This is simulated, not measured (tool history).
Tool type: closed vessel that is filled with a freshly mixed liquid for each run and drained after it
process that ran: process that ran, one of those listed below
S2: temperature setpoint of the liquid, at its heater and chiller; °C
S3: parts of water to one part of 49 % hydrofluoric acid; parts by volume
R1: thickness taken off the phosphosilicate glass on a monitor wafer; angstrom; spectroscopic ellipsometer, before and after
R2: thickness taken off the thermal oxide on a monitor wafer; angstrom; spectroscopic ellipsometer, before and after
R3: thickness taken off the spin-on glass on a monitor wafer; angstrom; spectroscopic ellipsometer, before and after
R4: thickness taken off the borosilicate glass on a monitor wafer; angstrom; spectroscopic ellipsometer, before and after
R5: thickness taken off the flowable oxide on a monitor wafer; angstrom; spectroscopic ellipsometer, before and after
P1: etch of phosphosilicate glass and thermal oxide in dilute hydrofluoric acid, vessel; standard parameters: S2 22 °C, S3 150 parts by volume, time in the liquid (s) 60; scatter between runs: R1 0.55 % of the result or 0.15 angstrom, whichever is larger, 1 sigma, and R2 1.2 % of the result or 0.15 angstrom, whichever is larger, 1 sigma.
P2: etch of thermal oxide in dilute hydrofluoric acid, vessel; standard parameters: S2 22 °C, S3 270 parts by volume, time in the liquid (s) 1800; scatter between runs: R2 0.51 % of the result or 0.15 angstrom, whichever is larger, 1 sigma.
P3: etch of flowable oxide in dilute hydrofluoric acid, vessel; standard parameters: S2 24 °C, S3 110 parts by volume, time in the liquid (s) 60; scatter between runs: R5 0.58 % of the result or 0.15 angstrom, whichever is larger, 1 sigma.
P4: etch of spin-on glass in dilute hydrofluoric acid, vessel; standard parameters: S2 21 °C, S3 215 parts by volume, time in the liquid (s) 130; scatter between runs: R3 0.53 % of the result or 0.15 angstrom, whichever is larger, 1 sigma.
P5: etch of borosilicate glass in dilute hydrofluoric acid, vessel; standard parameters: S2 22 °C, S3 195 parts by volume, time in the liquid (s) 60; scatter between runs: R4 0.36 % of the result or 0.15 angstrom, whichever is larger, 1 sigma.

Run 1, day 0.312: process that ran P1, S2 22 °C, S3 150 parts by volume, time in the liquid (s) 60. Result: R1 258.92 angstrom, R2 16.588 angstrom.
Run 2, day 0.525: process that ran P1, S2 22 °C, S3 150 parts by volume, time in the liquid (s) 60. Result: R1 256.75 angstrom, R2 16.424 angstrom.
Run 3, day 0.742: process that ran P4, S2 21 °C, S3 115 parts by volume, time in the liquid (s) 130. Result: R3 249.34 angstrom.
Run 4, day 1: process that ran P4, S2 21 °C, S3 215 parts by volume, time in the liquid (s) 130. Result: R3 119.6 angstrom.
Run 5, day 1.367: process that ran P5, S2 22 °C, S3 195 parts by volume, time in the liquid (s) 60. Result: R4 91.393 angstrom.
Run 6, day 1.642: process that ran P2, S2 22 °C, S3 270 parts by volume, time in the liquid (s) 3000. Result: R2 403.51 angstrom.
Run 7, day 2.029: process that ran P3, S2 24 °C, S3 110 parts by volume, time in the liquid (s) 60. Result: R5 161.55 angstrom.
Run 8, day 2.304: process that ran P2, S2 22 °C, S3 470 parts by volume, time in the liquid (s) 1800. Result: R2 116.87 angstrom.
Run 9, day 2.654: process that ran P4, S2 21 °C, S3 215 parts by volume, time in the liquid (s) 130. Result: R3 119.17 angstrom.
Run 10, day 2.854: process that ran P1, S2 28 °C, S3 150 parts by volume, time in the liquid (s) 60. Result: R1 322.52 angstrom, R2 20.666 angstrom.
Run 11, day 3.062: process that ran P1, S2 22 °C, S3 150 parts by volume, time in the liquid (s) 30. Result: R1 128.16 angstrom, R2 7.8986 angstrom.
Run 12, day 3.308: process that ran P1, S2 22 °C, S3 230 parts by volume, time in the liquid (s) 60. Result: R1 153.56 angstrom, R2 9.9334 angstrom.
Run 13, day 3.654: process that ran P3, S2 31.5 °C, S3 110 parts by volume, time in the liquid (s) 60. Result: R5 214.85 angstrom.
Run 14, day 3.95: process that ran P1, S2 22 °C, S3 65 parts by volume, time in the liquid (s) 60. Result: R1 652.22 angstrom, R2 41.933 angstrom.
Run 15, day 4.262: process that ran P2, S2 26 °C, S3 270 parts by volume, time in the liquid (s) 1800. Result: R2 278.85 angstrom.
Run 16, day 4.533: process that ran P3, S2 24 °C, S3 110 parts by volume, time in the liquid (s) 105. Result: R5 285.32 angstrom.
Run 17, day 4.871: process that ran P5, S2 22 °C, S3 55 parts by volume, time in the liquid (s) 60. Result: R4 382.84 angstrom.
Run 18, day 5.217: process that ran P5, S2 29 °C, S3 195 parts by volume, time in the liquid (s) 60. Result: R4 118.38 angstrom.
Run 19, day 5.417: process that ran P1, S2 22 °C, S3 150 parts by volume, time in the liquid (s) 60. Result: R1 257.77 angstrom, R2 16.685 angstrom.
Run 20, day 5.721: process that ran P1, S2 17 °C, S3 150 parts by volume, time in the liquid (s) 60. Result: R1 209.56 angstrom, R2 13.497 angstrom.
Run 21, day 6.029: process that ran P4, S2 21 °C, S3 215 parts by volume, time in the liquid (s) 245. Result: R3 224.67 angstrom.
Run 22, day 6.367: process that ran P1, S2 27 °C, S3 225 parts by volume, time in the liquid (s) 60. Result: R1 189.59 angstrom, R2 12.354 angstrom.
Run 23, day 6.775: process that ran P1, S2 22 °C, S3 150 parts by volume, time in the liquid (s) 60. Result: R1 258.67 angstrom, R2 16.273 angstrom.
Run 24, day 7.079: process that ran P1, S2 22 °C, S3 150 parts by volume, time in the liquid (s) 120. Result: R1 519.62 angstrom, R2 32.471 angstrom.
Run 25, day 7.375: process that ran P2, S2 22 °C, S3 270 parts by volume, time in the liquid (s) 1800. Result: R2 243.65 angstrom.
Run 26, day 7.754: process that ran P1, S2 22 °C, S3 150 parts by volume, time in the liquid (s) 60. Result: R1 255.47 angstrom, R2 16.804 angstrom.
Run 27, day 8.054: process that ran P1, S2 27 °C, S3 250 parts by volume, time in the liquid (s) 60. Result: R1 165.65 angstrom, R2 10.897 angstrom.
Run 28, day 8.338: process that ran P5, S2 22 °C, S3 195 parts by volume, time in the liquid (s) 30. Result: R4 46.054 angstrom.
Run 29, day 8.529: process that ran P3, S2 24 °C, S3 110 parts by volume, time in the liquid (s) 60. Result: R5 162 angstrom.
Run 30, day 8.854: process that ran P3, S2 24 °C, S3 40 parts by volume, time in the liquid (s) 60. Result: R5 484.38 angstrom.
Run 31, day 9.15: process that ran P4, S2 17 °C, S3 215 parts by volume, time in the liquid (s) 130. Result: R3 102.61 angstrom.
Run 32, day 9.346: process that ran P1, S2 22 °C, S3 150 parts by volume, time in the liquid (s) 60. Result: R1 256.59 angstrom, R2 16.586 angstrom.
Run 33, day 9.625: process that ran P1, S2 22 °C, S3 150 parts by volume, time in the liquid (s) 60. Result: R1 249.89 angstrom, R2 16.098 angstrom.
Run 34, day 9.825: process that ran P1, S2 22 °C, S3 150 parts by volume, time in the liquid (s) 60. Result: R1 245.58 angstrom, R2 16.05 angstrom.
Run 35, day 10.25: process that ran P1, S2 22 °C, S3 150 parts by volume, time in the liquid (s) 60. Result: R1 242.12 angstrom, R2 15.866 angstrom.
Run 36, day 10.662: process that ran P1, S2 22 °C, S3 150 parts by volume, time in the liquid (s) 60. Result: R1 239.65 angstrom, R2 15.73 angstrom.
Run 37, day 10.954: process that ran P1, S2 22 °C, S3 150 parts by volume, time in the liquid (s) 60. Result: R1 239.29 angstrom, R2 15.348 angstrom.
Run 38, day 11.317: process that ran P1, S2 22 °C, S3 150 parts by volume, time in the liquid (s) 60. Result: R1 237.93 angstrom, R2 15.763 angstrom.
Run 39, day 11.525: process that ran P1, S2 22 °C, S3 150 parts by volume, time in the liquid (s) 60. Result: R1 236.32 angstrom, R2 15.272 angstrom.
Run 40, day 11.912: process that ran P1, S2 22 °C, S3 150 parts by volume, time in the liquid (s) 60. Result: R1 237.56 angstrom, R2 15.168 angstrom.
Run 41, day 12.121: process that ran P1, S2 22 °C, S3 150 parts by volume, time in the liquid (s) 60. Result: R1 235.69 angstrom, R2 15.475 angstrom.
Run 42, day 12.5: process that ran P1, S2 22 °C, S3 150 parts by volume, time in the liquid (s) 60. Result: R1 234.86 angstrom, R2 15.677 angstrom.
Run 43, day 12.704: process that ran P1, S2 22 °C, S3 150 parts by volume, time in the liquid (s) 60. Result: R1 234.53 angstrom, R2 15.517 angstrom.

The log shows P1 creeping away from where it was. Any of the 2 causes listed here, at the size stated for it, fits the log just as well as the others:
A: liquid colder than its thermometer reads (K) = 2.18
B: hydrofluoric acid flow below the setpoint (%) = 7.07
Onset of the creep was near day 9.346.

Each of the check runs listed below is run on 2 wafers and reports their average, with the results left as question marks. Pick the one under which the possible causes would lead to clearly different results.
Run check 1, day 12.908: process that ran P4, S2 17 °C, S3 215 parts by volume, time in the liquid (s) 130. Result: R3 ?.
Run check 2, day 12.908: process that ran P2, S2 26 °C, S3 440 parts by volume, time in the liquid (s) 1800. Result: R2 ?.
Run check 3, day 12.908: process that ran P5, S2 27.5 °C, S3 130 parts by volume, time in the liquid (s) 60. Result: R4 ?.
Run check 4, day 12.908: process that ran P3, S2 30 °C, S3 110 parts by volume, time in the liquid (s) 60. Result: R5 ?.

What each check would give under each cause:
  check  result    if A    if B
check 1      R3  93.714  93.651
check 2      R2  135.69  131.18
check 3      R4  167.65   167.1
check 4      R5  188.06  187.49
How far apart the two closest causes lie, in the result that separates them most: check 1 0.07 %; check 2 3.38 %; check 3 0.33 %; check 4 0.3 %
Only check 2 tells the causes apart: in the others they would give nearly the same result.

The results of check 2 are: R2 131.39 angstrom. Based on these, which of the listed causes is it?

The correct cause is B, namely: hydrofluoric acid flow below the setpoint (%).
